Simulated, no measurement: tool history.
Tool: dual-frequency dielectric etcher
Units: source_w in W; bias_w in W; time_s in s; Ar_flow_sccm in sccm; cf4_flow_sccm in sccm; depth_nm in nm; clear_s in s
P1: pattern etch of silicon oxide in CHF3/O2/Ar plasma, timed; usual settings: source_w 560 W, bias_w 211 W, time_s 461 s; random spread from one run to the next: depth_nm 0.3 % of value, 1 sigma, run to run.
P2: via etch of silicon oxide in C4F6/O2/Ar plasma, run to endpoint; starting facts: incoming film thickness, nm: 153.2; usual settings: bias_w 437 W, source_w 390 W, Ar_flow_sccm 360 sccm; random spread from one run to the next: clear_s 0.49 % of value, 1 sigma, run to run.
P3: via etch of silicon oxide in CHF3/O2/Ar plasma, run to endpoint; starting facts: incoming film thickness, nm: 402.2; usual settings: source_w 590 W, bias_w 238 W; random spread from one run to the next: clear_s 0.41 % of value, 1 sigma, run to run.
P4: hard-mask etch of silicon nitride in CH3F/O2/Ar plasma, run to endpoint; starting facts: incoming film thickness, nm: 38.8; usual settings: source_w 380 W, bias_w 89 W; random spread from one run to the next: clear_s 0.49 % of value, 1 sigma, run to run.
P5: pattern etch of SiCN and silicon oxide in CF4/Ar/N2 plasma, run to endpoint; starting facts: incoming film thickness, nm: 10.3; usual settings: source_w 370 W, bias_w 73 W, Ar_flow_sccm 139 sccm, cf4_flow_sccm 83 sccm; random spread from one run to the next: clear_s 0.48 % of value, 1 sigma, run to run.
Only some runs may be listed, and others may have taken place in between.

run   hour  process  source_w  bias_w  time_s  Ar_flow_sccm  cf4_flow_sccm  depth_nm  clear_s
  1    7.7       P1       560     211     461                                 939.09
  2   17.7       P5       370      73                    82             83             13.534
  3   24.8       P1       560     211   253.5                                 515.51
  4   33.6       P1       660     211     461                                 998.53
  5   39.7       P2       390     437                   430                            37.446
  6   48.7       P2       390     548                   360                             33.55
  7   60.4       P5       370      92                   139             83             13.559
  8   73.2       P1       560     211     461                                 943.86
  9   79.4       P3       590     238                                                  180.57
 10     89       P4       380      89                                                  54.542
 11   99.9       P1       560     211     461                                 940.11
 12  105.7       P4       380      89                                                  54.421
 13  115.6       P1       350     211     461                                 789.73
 14  125.1       P5       370      73                   139            111             14.099
 15  135.7       P4       540      89                                                  47.224
 16  143.9       P3       760     238                                                  163.05
 17  154.6       P1       560     279     461                                 1040.4
 18  164.9       P1       560     211     461                                 941.31
     170.8  -- bias power generator calibrated
 19  175.1       P1       560     211     461                                 941.26
 20  181.4       P2       390     437                   360                            36.676
 21  190.6       P4       380     114                                                  49.187
 22  197.7       P1       560     211     588                                 1198.1
 23  204.6       P1       560     164     461                                 862.79
 24  211.6       P1       780     211   637.5                                 1476.2
 25    218       P2       460     437                   360                            34.504
 26  230.6       P1       710     130     461                                 875.28
 27  240.3       P3       590     238                                                  179.37
 28  249.4       P5       370      73                   139             83              14.78
 29  261.4       P3       590     293                                                  165.42
 30  274.5       P5       370      73                   139             83             14.662
 31  280.4       P2       390     437                   360                            36.789
 32  291.7       P5       300      73                   139             83             17.775
 33  301.1       P1       560     211     461                                 942.26
 34  313.4       P1       560     211     461                                 947.99
 35  324.8       P1       560     211     461                                 949.27
 36  333.4       P1       560     211     461                                 957.38
     337.6  -- wet clean of the chamber
 37  339.2       P1       560     211     461                                 957.06
 38  348.9       P1       560     211     461                                  948.7
 39    357       P1       560     211     461                                 955.04
 40  366.8       P1       560     211     461                                 951.23
 41  373.8       P1       560     211     461                                 950.81
 42  386.5       P1       560     211     461                                 955.93
 43  394.6       P1       560     211     461                                 952.14

What P1 gives has crept away from where it was. These 2 causes fit the log equally well, each at the size given:
A: source power that arrives over what is set, % = 4.18
B: bias power that arrives over what is set, % = 4.53
The gradual shift began around hour 301.1.
Excluded causes, each with its reason:
chamber walls in a state that raises the etch rate, %: was serviced at hour 337.6, once the creep was under way, yet the earlier output never came back

Each of the check runs listed below is run on 3 wafers and reports their average, with the results left as question marks. Pick the one under which the possible causes would lead to clearly different results.
check 1  402.7       P5       370      73                   139             83                  ?
check 2  402.7       P3       590     238                                                       ?
check 3  402.7       P4       380      89                                                       ?
check 4  402.7       P2       390     437                   360                                 ?

What every check run would give for each of its results, assuming each possible cause in turn:
  check   result    if A    if B
check 1  clear_s   14.18   14.47
check 2  clear_s  177.35  177.29
check 3  clear_s  53.278  53.241
check 4  clear_s  36.128  36.088
Per-check spread between the two closest causes, in the result where they differ most: check 1 2.03 %; check 2 0.04 %; check 3 0.07 %; check 4 0.11 %
Only check 1 tells the causes apart: in the others they would give nearly the same result.

Running check 1 produced the following: clear_s 14.475 s. Which one of the listed causes fits?

It is B: bias power that arrives over what is set, %.
